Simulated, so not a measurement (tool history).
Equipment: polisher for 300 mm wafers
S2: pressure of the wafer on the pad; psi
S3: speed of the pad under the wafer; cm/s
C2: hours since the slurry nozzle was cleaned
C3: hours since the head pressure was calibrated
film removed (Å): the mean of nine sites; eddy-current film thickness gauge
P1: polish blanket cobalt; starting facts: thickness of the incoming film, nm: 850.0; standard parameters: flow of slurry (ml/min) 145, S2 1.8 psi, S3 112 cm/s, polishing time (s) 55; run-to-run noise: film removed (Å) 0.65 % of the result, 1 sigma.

run 1 hour=7.1 | flow_of_slurry_(ml/min)=145 S2=1.8 S3=112 polishing_time_(s)=55 | wafers_polished_on_this_pad=396 C2=229.4 C3=220.4 | film_removed_(Å)=3254.9
run 2 hour=12.2 | flow_of_slurry_(ml/min)=85 S2=1.8 S3=112 polishing_time_(s)=55 | wafers_polished_on_this_pad=450 C2=234.5 C3=225.5 | film_removed_(Å)=2887.7
run 3 hour=16.7 | flow_of_slurry_(ml/min)=145 S2=1.8 S3=112 polishing_time_(s)=55 | wafers_polished_on_this_pad=497 C2=239.0 C3=230.0 | film_removed_(Å)=3236.2
run 4 hour=25.3 | flow_of_slurry_(ml/min)=145 S2=2.4 S3=112 polishing_time_(s)=36 | wafers_polished_on_this_pad=588 C2=247.6 C3=238.6 | film_removed_(Å)=2827.7
run 5 hour=34.5 | flow_of_slurry_(ml/min)=145 S2=1.1 S3=112 polishing_time_(s)=55 | wafers_polished_on_this_pad=684 C2=256.8 C3=247.8 | film_removed_(Å)=1978.3
run 6 hour=39.5 | flow_of_slurry_(ml/min)=200 S2=1.8 S3=112 polishing_time_(s)=55 | wafers_polished_on_this_pad=737 C2=261.8 C3=252.8 | film_removed_(Å)=3407.6
run 7 hour=45.1 | flow_of_slurry_(ml/min)=145 S2=1.8 S3=112 polishing_time_(s)=55 | wafers_polished_on_this_pad=796 C2=267.4 C3=258.4 | film_removed_(Å)=3275.9
run 8 hour=54.4 | flow_of_slurry_(ml/min)=145 S2=1.8 S3=112 polishing_time_(s)=55 | wafers_polished_on_this_pad=894 C2=276.7 C3=267.7 | film_removed_(Å)=3251.4
run 9 hour=60.0 | flow_of_slurry_(ml/min)=145 S2=2.7 S3=112 polishing_time_(s)=55 | wafers_polished_on_this_pad=953 C2=282.3 C3=273.3 | film_removed_(Å)=4886.4
run 10 hour=65.1 | flow_of_slurry_(ml/min)=145 S2=1.8 S3=112 polishing_time_(s)=78 | wafers_polished_on_this_pad=1007 C2=287.4 C3=278.4 | film_removed_(Å)=4593.2
run 11 hour=71.0 | flow_of_slurry_(ml/min)=145 S2=1.8 S3=56 polishing_time_(s)=55 | wafers_polished_on_this_pad=1069 C2=293.3 C3=284.3 | film_removed_(Å)=1633.0
run 12 hour=78.8 | flow_of_slurry_(ml/min)=145 S2=1.8 S3=112 polishing_time_(s)=25 | wafers_polished_on_this_pad=1151 C2=301.1 C3=292.1 | film_removed_(Å)=1484.4
run 13 hour=87.7 | flow_of_slurry_(ml/min)=145 S2=1.8 S3=178 polishing_time_(s)=55 | wafers_polished_on_this_pad=1245 C2=310.0 C3=301.0 | film_removed_(Å)=5175.9
run 14 hour=95.9 | flow_of_slurry_(ml/min)=145 S2=1.8 S3=112 polishing_time_(s)=55 | wafers_polished_on_this_pad=1331 C2=318.2 C3=309.2 | film_removed_(Å)=3226.7
run 15 hour=101.6 | flow_of_slurry_(ml/min)=145 S2=1.8 S3=112 polishing_time_(s)=55 | wafers_polished_on_this_pad=1391 C2=323.9 C3=314.9 | film_removed_(Å)=3203.5
run 16 hour=108.9 | flow_of_slurry_(ml/min)=145 S2=1.8 S3=112 polishing_time_(s)=55 | wafers_polished_on_this_pad=1468 C2=331.2 C3=322.2 | film_removed_(Å)=3109.0
run 17 hour=113.1 | flow_of_slurry_(ml/min)=145 S2=1.8 S3=112 polishing_time_(s)=55 | wafers_polished_on_this_pad=1512 C2=335.4 C3=326.4 | film_removed_(Å)=3084.8
run 18 hour=120.0 | flow_of_slurry_(ml/min)=145 S2=1.8 S3=112 polishing_time_(s)=55 | wafers_polished_on_this_pad=1585 C2=342.3 C3=333.3 | film_removed_(Å)=3018.3
run 19 hour=124.7 | flow_of_slurry_(ml/min)=145 S2=1.8 S3=112 polishing_time_(s)=55 | wafers_polished_on_this_pad=1634 C2=347.0 C3=338.0 | film_removed_(Å)=3074.5
-- hour=128.0 worn pad replaced by a new one
run 20 hour=130.9 | flow_of_slurry_(ml/min)=145 S2=1.8 S3=112 polishing_time_(s)=55 | wafers_polished_on_this_pad=31 C2=353.2 C3=344.2 | film_removed_(Å)=2986.9
run 21 hour=135.2 | flow_of_slurry_(ml/min)=145 S2=1.8 S3=112 polishing_time_(s)=55 | wafers_polished_on_this_pad=76 C2=357.5 C3=348.5 | film_removed_(Å)=3007.8

What does the tool deliver on the next run?
run 22 hour=141.7 | flow_of_slurry_(ml/min)=145 S2=1.8 S3=112 polishing_time_(s)=55 | wafers_polished_on_this_pad=144 C2=364.0 C3=355.0 | film_removed_(Å)=?

{"run 22": {"film removed (Å)": 3015.9}}

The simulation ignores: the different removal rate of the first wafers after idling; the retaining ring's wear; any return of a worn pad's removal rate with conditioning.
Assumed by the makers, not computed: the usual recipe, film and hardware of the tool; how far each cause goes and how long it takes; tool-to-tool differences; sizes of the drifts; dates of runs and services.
